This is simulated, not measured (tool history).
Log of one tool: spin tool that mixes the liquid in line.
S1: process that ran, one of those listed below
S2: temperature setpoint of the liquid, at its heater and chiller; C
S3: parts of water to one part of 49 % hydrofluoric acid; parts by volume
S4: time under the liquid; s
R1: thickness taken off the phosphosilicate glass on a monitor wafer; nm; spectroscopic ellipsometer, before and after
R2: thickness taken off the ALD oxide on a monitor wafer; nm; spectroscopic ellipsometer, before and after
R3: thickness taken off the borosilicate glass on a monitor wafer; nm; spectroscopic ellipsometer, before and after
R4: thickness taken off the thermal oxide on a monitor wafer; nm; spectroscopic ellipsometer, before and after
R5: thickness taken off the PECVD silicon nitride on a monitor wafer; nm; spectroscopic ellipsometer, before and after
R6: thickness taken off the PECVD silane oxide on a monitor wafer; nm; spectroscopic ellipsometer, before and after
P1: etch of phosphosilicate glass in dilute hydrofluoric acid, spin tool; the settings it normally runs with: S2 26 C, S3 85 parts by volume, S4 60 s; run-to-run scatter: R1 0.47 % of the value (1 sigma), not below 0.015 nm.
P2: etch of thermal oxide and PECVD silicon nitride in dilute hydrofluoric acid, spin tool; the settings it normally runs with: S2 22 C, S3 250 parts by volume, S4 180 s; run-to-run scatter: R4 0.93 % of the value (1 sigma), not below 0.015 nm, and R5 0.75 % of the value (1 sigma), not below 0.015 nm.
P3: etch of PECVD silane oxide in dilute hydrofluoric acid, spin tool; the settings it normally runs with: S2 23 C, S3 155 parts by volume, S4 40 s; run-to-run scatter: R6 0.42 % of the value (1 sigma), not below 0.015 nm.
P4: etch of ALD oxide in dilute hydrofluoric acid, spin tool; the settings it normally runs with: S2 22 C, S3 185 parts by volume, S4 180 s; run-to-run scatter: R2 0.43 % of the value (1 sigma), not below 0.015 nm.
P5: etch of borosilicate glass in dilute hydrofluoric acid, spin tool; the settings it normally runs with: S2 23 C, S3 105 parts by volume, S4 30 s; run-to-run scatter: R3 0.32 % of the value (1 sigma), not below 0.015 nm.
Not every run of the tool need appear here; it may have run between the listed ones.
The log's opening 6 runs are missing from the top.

| run | day | S1 | S2 | S3 | S4 | R1 | R2 | R3 | R4 | R5 | R6 |
|---|---|---|---|---|---|---|---|---|---|---|---|
| 7 | 1.888 | P1 | 26 | 85 | 60 | 45.721 |  |  |  |  |  |
| 8 | 2.292 | P1 | 30.5 | 110 | 60 | 40.459 |  |  |  |  |  |
| 9 | 2.483 | P4 | 22 | 185 | 300 |  | 15.442 |  |  |  |  |
| 10 | 2.867 | P3 | 23 | 155 | 40 |  |  |  |  |  | 11.816 |
| 11 | 3.254 | P2 | 29 | 250 | 180 |  |  |  | 3.5685 | 5.4771 |  |
| 12 | 3.558 | P1 | 26 | 85 | 60 | 45.768 |  |  |  |  |  |
| 13 | 3.779 | P4 | 17 | 185 | 180 |  | 7.5517 |  |  |  |  |
|  | 4.067 | thermometer replaced |
| 14 | 4.092 | P5 | 23 | 105 | 30 |  |  | 8.66 |  |  |  |
| 15 | 4.446 | P1 | 26 | 85 | 100 | 75.665 |  |  |  |  |  |
| 16 | 4.875 | P1 | 26 | 120 | 60 | 31.095 |  |  |  |  |  |
| 17 | 5.129 | P4 | 22 | 35 | 180 |  | 57.419 |  |  |  |  |
| 18 | 5.35 | P3 | 23 | 155 | 15 |  |  |  |  |  | 4.3629 |
| 19 | 5.738 | P5 | 23 | 105 | 55 |  |  | 15.788 |  |  |  |
| 20 | 6.167 | P3 | 23 | 85 | 40 |  |  |  |  |  | 23.065 |
| 21 | 6.596 | P1 | 26 | 40 | 95 | 165.03 |  |  |  |  |  |
| 22 | 6.988 | P2 | 22 | 415 | 180 |  |  |  | 1.4845 | 2.1879 |  |
| 23 | 7.417 | P1 | 26 | 85 | 60 | 45.557 |  |  |  |  |  |
| 24 | 7.696 | P1 | 33.5 | 85 | 60 | 60.75 |  |  |  |  |  |
| 25 | 7.888 | P5 | 17.5 | 105 | 30 |  |  | 6.8893 |  |  |  |
| 26 | 8.117 | P5 | 23 | 105 | 30 |  |  | 8.6665 |  |  |  |
| 27 | 8.425 | P2 | 22 | 250 | 40 |  |  |  | 0.65462 | 0.78491 |  |
| 28 | 8.621 | P1 | 26 | 35 | 60 | 117.94 |  |  |  |  |  |
| 29 | 8.833 | P1 | 21 | 85 | 60 | 37.035 |  |  |  |  |  |

Run 30 has not been measured yet. What should we expect?
| 30 | 9.225 | P3 | 18.5 | 155 | 40 |  |  |  |  |  | ? |

{"run 30": {"R6": 9.8258}}

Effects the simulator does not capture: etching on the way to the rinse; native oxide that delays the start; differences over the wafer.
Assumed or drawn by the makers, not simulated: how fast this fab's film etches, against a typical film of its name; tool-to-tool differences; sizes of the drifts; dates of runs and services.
